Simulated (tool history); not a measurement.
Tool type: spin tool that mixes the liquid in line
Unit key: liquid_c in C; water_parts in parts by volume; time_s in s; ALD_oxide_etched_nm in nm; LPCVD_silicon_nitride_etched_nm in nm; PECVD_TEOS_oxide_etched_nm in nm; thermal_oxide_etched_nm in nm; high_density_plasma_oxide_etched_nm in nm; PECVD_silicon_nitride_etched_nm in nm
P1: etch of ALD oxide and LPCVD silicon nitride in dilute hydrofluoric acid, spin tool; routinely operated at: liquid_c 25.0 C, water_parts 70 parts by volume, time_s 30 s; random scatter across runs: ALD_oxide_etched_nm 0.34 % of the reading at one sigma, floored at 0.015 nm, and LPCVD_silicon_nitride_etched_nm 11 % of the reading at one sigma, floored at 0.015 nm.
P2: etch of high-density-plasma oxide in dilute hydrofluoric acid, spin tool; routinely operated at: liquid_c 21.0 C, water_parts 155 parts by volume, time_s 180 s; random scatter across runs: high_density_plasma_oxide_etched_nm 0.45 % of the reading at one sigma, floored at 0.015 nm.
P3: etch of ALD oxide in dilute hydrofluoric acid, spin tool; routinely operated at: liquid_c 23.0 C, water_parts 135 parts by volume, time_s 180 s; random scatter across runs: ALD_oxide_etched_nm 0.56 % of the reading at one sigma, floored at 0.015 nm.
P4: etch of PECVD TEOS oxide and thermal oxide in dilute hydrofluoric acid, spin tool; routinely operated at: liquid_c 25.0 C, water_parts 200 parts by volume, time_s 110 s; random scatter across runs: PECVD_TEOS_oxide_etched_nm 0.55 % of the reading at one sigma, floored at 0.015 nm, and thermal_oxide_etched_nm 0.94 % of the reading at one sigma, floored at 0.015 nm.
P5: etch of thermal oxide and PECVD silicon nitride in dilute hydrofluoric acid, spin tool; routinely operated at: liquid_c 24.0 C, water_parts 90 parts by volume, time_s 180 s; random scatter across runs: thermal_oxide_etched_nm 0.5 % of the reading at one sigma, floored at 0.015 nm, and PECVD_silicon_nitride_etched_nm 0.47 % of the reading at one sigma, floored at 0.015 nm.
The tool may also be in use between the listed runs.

run  hour  process  liquid_c  water_parts  time_s  hours since the thermometer was replaced  hours since the hydrofluoric acid flow meter was replaced  ALD_oxide_etched_nm  LPCVD_silicon_nitride_etched_nm  PECVD_TEOS_oxide_etched_nm  thermal_oxide_etched_nm  high_density_plasma_oxide_etched_nm  PECVD_silicon_nitride_etched_nm
  1   3.4       P1      25.0           70      30                                     293.7                                                     1058.5               8.2732                          0.21627
  2   6.4       P4      25.0          200      45                                     296.7                                                     1061.5                                                                            2.8329                   0.9201
  3   9.7       P3      23.0          135     180                                     300.0                                                     1064.8              19.1930
  4  14.0       P1      25.0           70      30                                     304.3                                                     1069.1               8.2690                          0.20029
  5  17.8       P3      23.0          135      15                                     308.1                                                     1072.9               1.6097
  6  22.8       P1      25.0           70      30                                     313.1                                                     1077.9               8.2481                          0.19099
  7  26.7       P2      21.0           50     180                                     317.0                                                     1081.8                                                                                                                                         16.9010
  8  30.7       P1      25.0          115      60                                     321.0                                                     1085.8               9.5131                          0.21229
  9  33.9       P1      29.5           70      30                                     324.2                                                     1089.0               9.7956                          0.31275
 10  38.4       P1      25.0           70      30                                     328.7                                                     1093.5               8.2362                          0.20333
 11  43.3       P1      25.0           20      30                                     333.6                                                     1098.4              31.0350                          0.71448
 12  47.7       P1      25.0          115      30                                     338.0                                                     1102.8               4.7443                          0.11893
 13  52.4       P4      25.0          100     110                                     342.7                                                     1107.5                                                                           15.4610                   5.1453
 14  55.6       P3      31.5          135     180                                     345.9                                                     1110.7              26.6150
 15  59.5       P1      25.0           70      30                                     349.8                                                     1114.6               8.2743                          0.13310
 16  63.3       P2      21.0          155     180                                     353.6                                                     1118.4                                                                                                                                          4.8688
 17  68.1       P1      25.0           70      15                                     358.4                                                     1123.2               4.1379                          0.11973
 18  72.8       P2      21.0          155     360                                     363.1                                                     1127.9                                                                                                                                          9.7737
 19  75.0       P5      24.0           90     320                                     365.3                                                     1130.1                                                                                                    17.4510                                                               12.5190
 20  79.1       P2      28.5          155     180                                     369.4                                                     1134.2                                                                                                                                          6.5007
 21  82.8       P1      21.5           70      30                                     373.1                                                     1137.9               7.1180                          0.15598
 22  86.3       P4      25.0          200     110                                     376.6                                                     1141.4                                                                            6.8222                   2.2611
 23  89.4       P5      24.0           90     180                                     379.7                                                     1144.5                                                                                                     9.7291                                                                7.0077

Run 24 is up next; what results do you expect?
 24  93.4       P5      31.0           90     180                                     383.7                                                     1148.5                                                                                                          ?                                                                     ?

thermal_oxide_etched_nm: 12.8200 nm
PECVD_silicon_nitride_etched_nm: 11.0240 nm
